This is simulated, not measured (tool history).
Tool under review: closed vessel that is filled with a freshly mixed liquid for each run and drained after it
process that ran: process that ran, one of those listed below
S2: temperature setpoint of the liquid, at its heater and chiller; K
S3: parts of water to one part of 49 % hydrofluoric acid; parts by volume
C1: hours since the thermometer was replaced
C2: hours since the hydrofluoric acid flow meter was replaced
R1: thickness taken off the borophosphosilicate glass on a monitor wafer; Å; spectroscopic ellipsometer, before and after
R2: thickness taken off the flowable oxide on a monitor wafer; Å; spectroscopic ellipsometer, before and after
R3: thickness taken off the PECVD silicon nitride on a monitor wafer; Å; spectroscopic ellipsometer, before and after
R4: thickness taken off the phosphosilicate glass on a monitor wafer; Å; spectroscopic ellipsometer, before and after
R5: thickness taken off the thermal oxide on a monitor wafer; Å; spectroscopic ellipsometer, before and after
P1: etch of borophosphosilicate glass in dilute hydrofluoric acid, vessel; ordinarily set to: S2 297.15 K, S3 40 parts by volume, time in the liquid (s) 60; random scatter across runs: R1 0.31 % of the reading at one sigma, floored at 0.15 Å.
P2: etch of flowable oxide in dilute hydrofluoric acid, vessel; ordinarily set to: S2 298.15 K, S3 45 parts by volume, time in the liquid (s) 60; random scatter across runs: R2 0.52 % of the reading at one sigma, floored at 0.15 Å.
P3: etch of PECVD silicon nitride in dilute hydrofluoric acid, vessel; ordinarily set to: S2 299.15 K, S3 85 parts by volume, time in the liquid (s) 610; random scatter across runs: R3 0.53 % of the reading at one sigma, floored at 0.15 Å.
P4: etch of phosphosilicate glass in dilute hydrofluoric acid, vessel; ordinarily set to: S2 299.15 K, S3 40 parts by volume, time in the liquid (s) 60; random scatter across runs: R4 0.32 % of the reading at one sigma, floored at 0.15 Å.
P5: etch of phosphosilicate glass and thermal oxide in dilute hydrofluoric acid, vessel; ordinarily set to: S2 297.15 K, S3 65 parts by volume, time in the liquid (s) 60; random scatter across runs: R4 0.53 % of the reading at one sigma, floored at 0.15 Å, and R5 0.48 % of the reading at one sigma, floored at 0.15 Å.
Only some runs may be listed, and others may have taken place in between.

{"run": 1, "hour": 9.3, "process that ran": "P1", "S2": 297.15, "S3": 40, "time in the liquid (s)": 60, "C1": 773.7, "C2": 332.3, "R1": 500.69}
{"run": 2, "hour": 17.3, "process that ran": "P1", "S2": 297.15, "S3": 25, "time in the liquid (s)": 60, "C1": 781.7, "C2": 340.3, "R1": 818.65}
{"run": 3, "hour": 29.4, "process that ran": "P2", "S2": 298.15, "S3": 45, "time in the liquid (s)": 30, "C1": 793.8, "C2": 352.4, "R2": 172.11}
{"run": 4, "hour": 38.0, "process that ran": "P3", "S2": 292.65, "S3": 85, "time in the liquid (s)": 610, "C1": 802.4, "C2": 361, "R3": 111.49}
{"run": 5, "hour": 44.3, "process that ran": "P1", "S2": 297.15, "S3": 40, "time in the liquid (s)": 60, "C1": 808.7, "C2": 367.3, "R1": 499.83}
{"run": 6, "hour": 53.4, "process that ran": "P3", "S2": 299.15, "S3": 85, "time in the liquid (s)": 1130, "C1": 817.8, "C2": 376.4, "R3": 323.48}
{"run": 7, "hour": 63.6, "process that ran": "P3", "S2": 299.15, "S3": 130, "time in the liquid (s)": 610, "C1": 828, "C2": 386.6, "R3": 113.34}
{"run": 8, "hour": 70.2, "process that ran": "P5", "S2": 297.15, "S3": 65, "time in the liquid (s)": 115, "C1": 834.6, "C2": 393.2, "R4": 1887.5, "R5": 87.937}
{"run": 9, "hour": 77.5, "process that ran": "P5", "S2": 292.15, "S3": 65, "time in the liquid (s)": 60, "C1": 841.9, "C2": 400.5, "R4": 794.02, "R5": 37.439}
{"run": 10, "hour": 90.3, "process that ran": "P5", "S2": 297.15, "S3": 65, "time in the liquid (s)": 60, "C1": 854.7, "C2": 413.3, "R4": 987.14, "R5": 45.906}
{"run": 11, "hour": 102.2, "process that ran": "P5", "S2": 297.15, "S3": 90, "time in the liquid (s)": 60, "C1": 866.6, "C2": 425.2, "R4": 683.4, "R5": 31.771}
{"hour": 107.7, "done": "hydrofluoric acid flow meter replaced"}
{"run": 12, "hour": 110.4, "process that ran": "P1", "S2": 297.15, "S3": 60, "time in the liquid (s)": 60, "C1": 874.8, "C2": 2.8, "R1": 327.1}
{"run": 13, "hour": 122.9, "process that ran": "P2", "S2": 298.15, "S3": 45, "time in the liquid (s)": 60, "C1": 887.3, "C2": 15.3, "R2": 345.5}
{"run": 14, "hour": 135.3, "process that ran": "P1", "S2": 297.15, "S3": 40, "time in the liquid (s)": 60, "C1": 899.7, "C2": 27.7, "R1": 500.87}
{"run": 15, "hour": 146.9, "process that ran": "P1", "S2": 291.65, "S3": 40, "time in the liquid (s)": 60, "C1": 911.3, "C2": 39.3, "R1": 397.51}
{"run": 16, "hour": 156.7, "process that ran": "P2", "S2": 298.15, "S3": 45, "time in the liquid (s)": 60, "C1": 921.1, "C2": 49.1, "R2": 347.27}
{"run": 17, "hour": 169.6, "process that ran": "P1", "S2": 304.15, "S3": 40, "time in the liquid (s)": 60, "C1": 934, "C2": 62, "R1": 664.7}
{"run": 18, "hour": 180.5, "process that ran": "P5", "S2": 297.15, "S3": 65, "time in the liquid (s)": 60, "C1": 944.9, "C2": 72.9, "R4": 985.11, "R5": 45.729}
{"run": 19, "hour": 187.7, "process that ran": "P1", "S2": 297.15, "S3": 60, "time in the liquid (s)": 95, "C1": 952.1, "C2": 80.1, "R1": 517.84}
{"run": 20, "hour": 198.2, "process that ran": "P1", "S2": 297.15, "S3": 40, "time in the liquid (s)": 60, "C1": 962.6, "C2": 90.6, "R1": 502.01}
{"run": 21, "hour": 207.9, "process that ran": "P4", "S2": 299.15, "S3": 40, "time in the liquid (s)": 60, "C1": 972.3, "C2": 100.3, "R4": 3328.2}
{"run": 22, "hour": 219.8, "process that ran": "P1", "S2": 297.15, "S3": 40, "time in the liquid (s)": 85, "C1": 984.2, "C2": 112.2, "R1": 706.12}
{"run": 23, "hour": 226.8, "process that ran": "P2", "S2": 291.15, "S3": 45, "time in the liquid (s)": 60, "C1": 991.2, "C2": 119.2, "R2": 256.92}
{"run": 24, "hour": 233.5, "process that ran": "P4", "S2": 299.15, "S3": 40, "time in the liquid (s)": 60, "C1": 997.9, "C2": 125.9, "R4": 3342.3}
{"run": 25, "hour": 245.4, "process that ran": "P1", "S2": 297.15, "S3": 40, "time in the liquid (s)": 60, "C1": 1009.8, "C2": 137.8, "R1": 500.05}
{"run": 26, "hour": 255.7, "process that ran": "P4", "S2": 305.65, "S3": 40, "time in the liquid (s)": 60, "C1": 1020.1, "C2": 148.1, "R4": 4353.3}
{"run": 27, "hour": 262.1, "process that ran": "P1", "S2": 297.15, "S3": 40, "time in the liquid (s)": 30, "C1": 1026.5, "C2": 154.5, "R1": 250.41}
{"run": 28, "hour": 270.9, "process that ran": "P1", "S2": 297.15, "S3": 40, "time in the liquid (s)": 60, "C1": 1035.3, "C2": 163.3, "R1": 500.94}
{"run": 29, "hour": 283.5, "process that ran": "P3", "S2": 299.15, "S3": 85, "time in the liquid (s)": 610, "C1": 1047.9, "C2": 175.9, "R3": 173.96}
{"run": 30, "hour": 290.0, "process that ran": "P4", "S2": 299.15, "S3": 20, "time in the liquid (s)": 60, "C1": 1054.4, "C2": 182.4, "R4": 6861.3}
{"run": 31, "hour": 299.5, "process that ran": "P2", "S2": 298.15, "S3": 75, "time in the liquid (s)": 60, "C1": 1063.9, "C2": 191.9, "R2": 197.84}
{"run": 32, "hour": 308.1, "process that ran": "P4", "S2": 299.15, "S3": 40, "time in the liquid (s)": 30, "C1": 1072.5, "C2": 200.5, "R4": 1668.6}
{"run": 33, "hour": 314.6, "process that ran": "P1", "S2": 297.15, "S3": 40, "time in the liquid (s)": 60, "C1": 1079, "C2": 207, "R1": 502.92}
{"run": 34, "hour": 320.7, "process that ran": "P1", "S2": 297.15, "S3": 40, "time in the liquid (s)": 60, "C1": 1085.1, "C2": 213.1, "R1": 517.18}
{"run": 35, "hour": 331.1, "process that ran": "P1", "S2": 297.15, "S3": 40, "time in the liquid (s)": 60, "C1": 1095.5, "C2": 223.5, "R1": 528.17}
{"run": 36, "hour": 340.9, "process that ran": "P1", "S2": 297.15, "S3": 40, "time in the liquid (s)": 60, "C1": 1105.3, "C2": 233.3, "R1": 535.19}
{"run": 37, "hour": 346.6, "process that ran": "P1", "S2": 297.15, "S3": 40, "time in the liquid (s)": 60, "C1": 1111, "C2": 239, "R1": 541.53}
{"run": 38, "hour": 358.5, "process that ran": "P1", "S2": 297.15, "S3": 40, "time in the liquid (s)": 60, "C1": 1122.9, "C2": 250.9, "R1": 541.49}
{"run": 39, "hour": 371.0, "process that ran": "P1", "S2": 297.15, "S3": 40, "time in the liquid (s)": 60, "C1": 1135.4, "C2": 263.4, "R1": 546.8}
{"run": 40, "hour": 377.4, "process that ran": "P1", "S2": 297.15, "S3": 40, "time in the liquid (s)": 60, "C1": 1141.8, "C2": 269.8, "R1": 547.85}
{"run": 41, "hour": 389.0, "process that ran": "P1", "S2": 297.15, "S3": 40, "time in the liquid (s)": 60, "C1": 1153.4, "C2": 281.4, "R1": 551.78}
{"run": 42, "hour": 395.4, "process that ran": "P1", "S2": 297.15, "S3": 40, "time in the liquid (s)": 60, "C1": 1159.8, "C2": 287.8, "R1": 548.4}

What P1 gives has crept away from where it was. These 2 causes fit the log equally well, each at the size given:
A: liquid hotter than its thermometer reads (K) = 2.18
B: hydrofluoric acid flow above the setpoint (%) = 8.89
The creep began at about hour 314.6.

Listed below are the offered check runs, one wafer per run, with question marks in place of results. For which of them would the causes give clearly different outcomes?
{"run": "check 1", "hour": 401.8, "process that ran": "P3", "S2": 292.65, "S3": 85, "time in the liquid (s)": 1110, "R3": "?"}
{"run": "check 2", "hour": 401.8, "process that ran": "P5", "S2": 297.15, "S3": 65, "time in the liquid (s)": 115, "R4": "?", "R5": "?"}
{"run": "check 3", "hour": 401.8, "process that ran": "P2", "S2": 298.15, "S3": 45, "time in the liquid (s)": 30, "R2": "?"}
{"run": "check 4", "hour": 401.8, "process that ran": "P4", "S2": 304.15, "S3": 20, "time in the liquid (s)": 60, "R4": "?"}

Predicted outcomes, by check and by cause:
check=check_1 result=R3 if_A=237.15 if_B=222.1
check=check_2 result=R4 if_A=2050.4 if_B=2059.2
check=check_2 result=R5 if_A=95.721 if_B=96.131
check=check_3 result=R2 if_A=188.28 if_B=188.56
check=check_4 result=R4 if_A=9208.4 if_B=9216.4
Gap, in per cent, between the two causes that each check separates least, read from the result that separates them most: check 1 6.56 %; check 2 0.43 %; check 3 0.15 %; check 4 0.09 %
Check 1 is the one run that separates the causes; every other check would come out nearly the same whichever cause is at work.

Running check 1 produced the following: R3 237.13 Å. Which one of the listed causes fits?

The correct cause is A, namely: liquid hotter than its thermometer reads (K).

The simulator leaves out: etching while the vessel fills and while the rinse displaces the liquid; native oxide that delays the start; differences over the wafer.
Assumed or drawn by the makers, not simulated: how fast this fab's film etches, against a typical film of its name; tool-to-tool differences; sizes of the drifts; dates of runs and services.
